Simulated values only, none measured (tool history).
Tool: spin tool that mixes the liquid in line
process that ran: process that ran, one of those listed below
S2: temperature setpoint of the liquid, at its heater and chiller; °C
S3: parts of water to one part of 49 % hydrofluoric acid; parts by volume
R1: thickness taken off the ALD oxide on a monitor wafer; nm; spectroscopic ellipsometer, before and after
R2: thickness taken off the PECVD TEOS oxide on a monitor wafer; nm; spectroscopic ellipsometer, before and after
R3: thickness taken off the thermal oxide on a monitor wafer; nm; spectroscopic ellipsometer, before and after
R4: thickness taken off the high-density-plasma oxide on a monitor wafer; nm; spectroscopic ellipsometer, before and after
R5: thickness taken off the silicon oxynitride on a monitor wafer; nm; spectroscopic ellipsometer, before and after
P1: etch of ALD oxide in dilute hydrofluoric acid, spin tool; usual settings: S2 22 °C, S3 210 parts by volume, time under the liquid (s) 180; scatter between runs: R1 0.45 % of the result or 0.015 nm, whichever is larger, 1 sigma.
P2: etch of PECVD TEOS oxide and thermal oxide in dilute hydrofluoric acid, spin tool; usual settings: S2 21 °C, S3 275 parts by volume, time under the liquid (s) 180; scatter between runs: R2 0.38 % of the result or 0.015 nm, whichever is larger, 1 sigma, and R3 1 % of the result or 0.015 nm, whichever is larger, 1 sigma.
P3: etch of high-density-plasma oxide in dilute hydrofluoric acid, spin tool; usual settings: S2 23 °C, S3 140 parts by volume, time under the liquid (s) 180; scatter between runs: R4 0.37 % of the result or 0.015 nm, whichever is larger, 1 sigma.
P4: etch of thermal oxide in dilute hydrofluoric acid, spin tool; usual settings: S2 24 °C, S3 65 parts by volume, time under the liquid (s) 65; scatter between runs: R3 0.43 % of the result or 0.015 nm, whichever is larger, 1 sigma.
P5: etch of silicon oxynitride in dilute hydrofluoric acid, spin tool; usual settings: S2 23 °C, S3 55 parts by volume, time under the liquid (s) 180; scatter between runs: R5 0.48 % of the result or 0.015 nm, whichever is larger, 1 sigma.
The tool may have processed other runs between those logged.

Run 1, hour 16.4: process that ran P1, S2 22 °C, S3 210 parts by volume, time under the liquid (s) 180. Result: R1 9.1741 nm.
Run 2, hour 27.3: process that ran P1, S2 22 °C, S3 120 parts by volume, time under the liquid (s) 180. Result: R1 17.567 nm.
Run 3, hour 37: process that ran P2, S2 25.5 °C, S3 275 parts by volume, time under the liquid (s) 180. Result: R2 12.431 nm, R3 2.6664 nm.
Run 4, hour 50.3: process that ran P3, S2 23 °C, S3 140 parts by volume, time under the liquid (s) 180. Result: R4 11.347 nm.
Run 5, hour 58.1: process that ran P1, S2 17 °C, S3 210 parts by volume, time under the liquid (s) 180. Result: R1 7.5522 nm.
Run 6, hour 67.7: process that ran P4, S2 24 °C, S3 65 parts by volume, time under the liquid (s) 65. Result: R3 4.9631 nm.
Run 7, hour 78.9: process that ran P5, S2 23 °C, S3 55 parts by volume, time under the liquid (s) 180. Result: R5 10.013 nm.
Run 8, hour 93: process that ran P1, S2 22 °C, S3 210 parts by volume, time under the liquid (s) 180. Result: R1 9.2543 nm.
Run 9, hour 101.3: process that ran P1, S2 22 °C, S3 210 parts by volume, time under the liquid (s) 180. Result: R1 9.2175 nm.
Run 10, hour 110.9: process that ran P2, S2 21 °C, S3 275 parts by volume, time under the liquid (s) 345. Result: R2 20.154 nm, R3 4.3678 nm.
Run 11, hour 120.3: process that ran P5, S2 23 °C, S3 55 parts by volume, time under the liquid (s) 85. Result: R5 4.7291 nm.
Run 12, hour 134.4: process that ran P5, S2 28 °C, S3 55 parts by volume, time under the liquid (s) 180. Result: R5 12.837 nm.
Run 13, hour 148.6: process that ran P2, S2 21 °C, S3 155 parts by volume, time under the liquid (s) 180. Result: R2 21.239 nm, R3 4.6599 nm.
At hour 149: thermometer replaced.
Run 14, hour 160.8: process that ran P1, S2 22 °C, S3 210 parts by volume, time under the liquid (s) 180. Result: R1 9.0936 nm.
Run 15, hour 175.5: process that ran P1, S2 22 °C, S3 210 parts by volume, time under the liquid (s) 180. Result: R1 9.1355 nm.
Run 16, hour 185.6: process that ran P2, S2 21 °C, S3 275 parts by volume, time under the liquid (s) 180. Result: R2 10.545 nm, R3 2.3166 nm.
Run 17, hour 195.8: process that ran P1, S2 22 °C, S3 285 parts by volume, time under the liquid (s) 180. Result: R1 6.2755 nm.
Run 18, hour 208.7: process that ran P1, S2 22 °C, S3 210 parts by volume, time under the liquid (s) 15. Result: R1 0.77849 nm.
Run 19, hour 223.9: process that ran P3, S2 23 °C, S3 235 parts by volume, time under the liquid (s) 180. Result: R4 6.05 nm.
Run 20, hour 235.9: process that ran P1, S2 22 °C, S3 210 parts by volume, time under the liquid (s) 325. Result: R1 16.563 nm.
Run 21, hour 252: process that ran P3, S2 29 °C, S3 140 parts by volume, time under the liquid (s) 180. Result: R4 14.217 nm.
Run 22, hour 262.1: process that ran P1, S2 22 °C, S3 210 parts by volume, time under the liquid (s) 180. Result: R1 9.1905 nm.
Run 23, hour 274: process that ran P3, S2 23 °C, S3 140 parts by volume, time under the liquid (s) 335. Result: R4 21.022 nm.
Run 24, hour 282.5: process that ran P1, S2 22 °C, S3 210 parts by volume, time under the liquid (s) 180. Result: R1 9.1565 nm.
Run 25, hour 291.6: process that ran P4, S2 24 °C, S3 65 parts by volume, time under the liquid (s) 65. Result: R3 4.9668 nm.
Run 26, hour 302: process that ran P4, S2 24 °C, S3 65 parts by volume, time under the liquid (s) 15. Result: R3 1.1339 nm.
Run 27, hour 310.9: process that ran P5, S2 23 °C, S3 90 parts by volume, time under the liquid (s) 180. Result: R5 5.8934 nm.
Run 28, hour 326.2: process that ran P4, S2 32 °C, S3 65 parts by volume, time under the liquid (s) 65. Result: R3 6.7684 nm.
Run 29, hour 342.3: process that ran P1, S2 30 °C, S3 210 parts by volume, time under the liquid (s) 180. Result: R1 12.191 nm.
Run 30, hour 355: process that ran P1, S2 22 °C, S3 380 parts by volume, time under the liquid (s) 20. Result: R1 0.45231 nm.
Run 31, hour 368.5: process that ran P4, S2 24 °C, S3 95 parts by volume, time under the liquid (s) 65. Result: R3 3.2643 nm.
Run 32, hour 382: process that ran P1, S2 22 °C, S3 210 parts by volume, time under the liquid (s) 180. Result: R1 9.2053 nm.
Run 33, hour 396.4: process that ran P1, S2 22 °C, S3 210 parts by volume, time under the liquid (s) 180. Result: R1 9.4964 nm.
Run 34, hour 408.2: process that ran P1, S2 22 °C, S3 210 parts by volume, time under the liquid (s) 180. Result: R1 9.8064 nm.
Run 35, hour 422.2: process that ran P1, S2 22 °C, S3 210 parts by volume, time under the liquid (s) 180. Result: R1 9.8337 nm.
Run 36, hour 436.6: process that ran P1, S2 22 °C, S3 210 parts by volume, time under the liquid (s) 180. Result: R1 9.8866 nm.
Run 37, hour 444.7: process that ran P1, S2 22 °C, S3 210 parts by volume, time under the liquid (s) 180. Result: R1 9.981 nm.
Run 38, hour 460: process that ran P1, S2 22 °C, S3 210 parts by volume, time under the liquid (s) 180. Result: R1 9.9265 nm.
Run 39, hour 469.2: process that ran P1, S2 22 °C, S3 210 parts by volume, time under the liquid (s) 180. Result: R1 9.963 nm.
Run 40, hour 480: process that ran P1, S2 22 °C, S3 210 parts by volume, time under the liquid (s) 180. Result: R1 9.9122 nm.

P1 no longer gives what it gave before; its output has crept away from where it was. The following 2 causes, each at its listed size, fit the log equally well:
A: hydrofluoric acid flow above the setpoint (%) = 7.17
B: liquid hotter than its thermometer reads (K) = 2.26
The drift started at roughly hour 382.

Of the 4 check runs below, each run on 2 wafers with the results averaged and each result still a question mark, which one would tell the listed causes apart?
Run check 1, hour 490.8: process that ran P4, S2 32 °C, S3 65 parts by volume, time under the liquid (s) 15. Result: R3 ?.
Run check 2, hour 490.8: process that ran P5, S2 27.5 °C, S3 55 parts by volume, time under the liquid (s) 115. Result: R5 ?.
Run check 3, hour 490.8: process that ran P2, S2 21 °C, S3 195 parts by volume, time under the liquid (s) 315. Result: R2 ?, R3 ?.
Run check 4, hour 490.8: process that ran P3, S2 28.5 °C, S3 140 parts by volume, time under the liquid (s) 245. Result: R4 ?.

How each check would come out, cause by cause:
  check  result    if A    if B
check 1      R3  1.6871  1.7024
check 2      R5  8.5312  8.8196
check 3      R2  30.619  30.711
check 3      R3  6.6979   6.718
check 4      R4  20.606  20.623
Per check, the gap between the least separated pair of causes, taken in the result that splits them most: check 1 0.9 %; check 2 3.32 %; check 3 0.3 %; check 4 0.08 %
Check 2 is the one run that separates the causes; every other check would come out nearly the same whichever cause is at work.

Check 2 has now been run. It gave: R5 8.4872 nm. Which of the candidate causes is it?

The correct cause is A, namely: hydrofluoric acid flow above the setpoint (%).
